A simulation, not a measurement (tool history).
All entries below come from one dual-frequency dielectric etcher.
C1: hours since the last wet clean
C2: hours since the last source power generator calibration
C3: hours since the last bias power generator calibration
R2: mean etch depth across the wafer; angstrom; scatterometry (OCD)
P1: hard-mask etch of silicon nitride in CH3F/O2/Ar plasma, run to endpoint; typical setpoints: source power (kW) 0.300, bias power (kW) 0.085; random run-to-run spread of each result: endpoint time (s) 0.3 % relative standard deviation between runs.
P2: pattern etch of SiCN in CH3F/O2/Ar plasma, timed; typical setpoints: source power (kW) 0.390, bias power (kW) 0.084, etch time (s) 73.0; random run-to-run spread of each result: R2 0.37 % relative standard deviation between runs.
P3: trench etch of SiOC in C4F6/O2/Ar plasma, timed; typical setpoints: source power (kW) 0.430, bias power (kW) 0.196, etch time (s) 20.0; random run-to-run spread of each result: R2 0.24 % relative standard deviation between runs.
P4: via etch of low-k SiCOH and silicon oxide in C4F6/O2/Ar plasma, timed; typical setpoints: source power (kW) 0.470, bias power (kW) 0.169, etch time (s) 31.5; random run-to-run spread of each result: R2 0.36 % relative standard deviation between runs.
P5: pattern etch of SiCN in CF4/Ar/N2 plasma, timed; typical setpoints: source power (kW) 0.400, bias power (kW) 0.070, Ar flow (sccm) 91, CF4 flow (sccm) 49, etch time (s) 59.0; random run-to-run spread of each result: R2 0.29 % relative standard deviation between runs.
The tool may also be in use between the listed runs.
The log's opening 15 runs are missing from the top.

Run 16, hour 206.8: process that ran P3, source power (kW) 0.430, bias power (kW) 0.196, etch time (s) 28.0; C1 553.6; C2 407.4; C3 14.5. Result: R2 614.18 angstrom.
Run 17, hour 219.6: process that ran P4, source power (kW) 0.470, bias power (kW) 0.222, etch time (s) 31.5; C1 566.4; C2 420.2; C3 27.3. Result: R2 803.93 angstrom.
Run 18, hour 228.7: process that ran P1, source power (kW) 0.210, bias power (kW) 0.085; C1 575.5; C2 429.3; C3 36.4. Result: endpoint time (s) 72.619.
Run 19, hour 237.1: process that ran P1, source power (kW) 0.300, bias power (kW) 0.085; C1 583.9; C2 437.7; C3 44.8. Result: endpoint time (s) 63.285.
Run 20, hour 246.8: process that ran P3, source power (kW) 0.430, bias power (kW) 0.196, etch time (s) 20.0; C1 593.6; C2 447.4; C3 54.5. Result: R2 436.76 angstrom.
Run 21, hour 255.3: process that ran P5, source power (kW) 0.540, bias power (kW) 0.070, etch time (s) 59.0, Ar flow (sccm) 91, CF4 flow (sccm) 49; C1 602.1; C2 455.9; C3 63.0. Result: R2 587.36 angstrom.
Run 22, hour 268.3: process that ran P5, source power (kW) 0.400, bias power (kW) 0.070, etch time (s) 86.0, Ar flow (sccm) 91, CF4 flow (sccm) 49; C1 615.1; C2 468.9; C3 76.0. Result: R2 654.78 angstrom.
Run 23, hour 279.5: process that ran P5, source power (kW) 0.400, bias power (kW) 0.070, etch time (s) 59.0, Ar flow (sccm) 91, CF4 flow (sccm) 63; C1 626.3; C2 480.1; C3 87.2. Result: R2 468.68 angstrom.
Run 24, hour 295.7: process that ran P4, source power (kW) 0.470, bias power (kW) 0.169, etch time (s) 45.0; C1 642.5; C2 496.3; C3 103.4. Result: R2 1060.60 angstrom.
Run 25, hour 310.8: process that ran P1, source power (kW) 0.370, bias power (kW) 0.065; C1 657.6; C2 511.4; C3 118.5. Result: endpoint time (s) 64.115.

Estimate the outcome of run 26 from the log above:
Run 26, hour 326.4: process that ran P1, source power (kW) 0.200, bias power (kW) 0.058; C1 673.2; C2 527.0; C3 134.1. Result: endpoint time (s) ?.

{"run 26": {"endpoint time (s)": 84.613}}
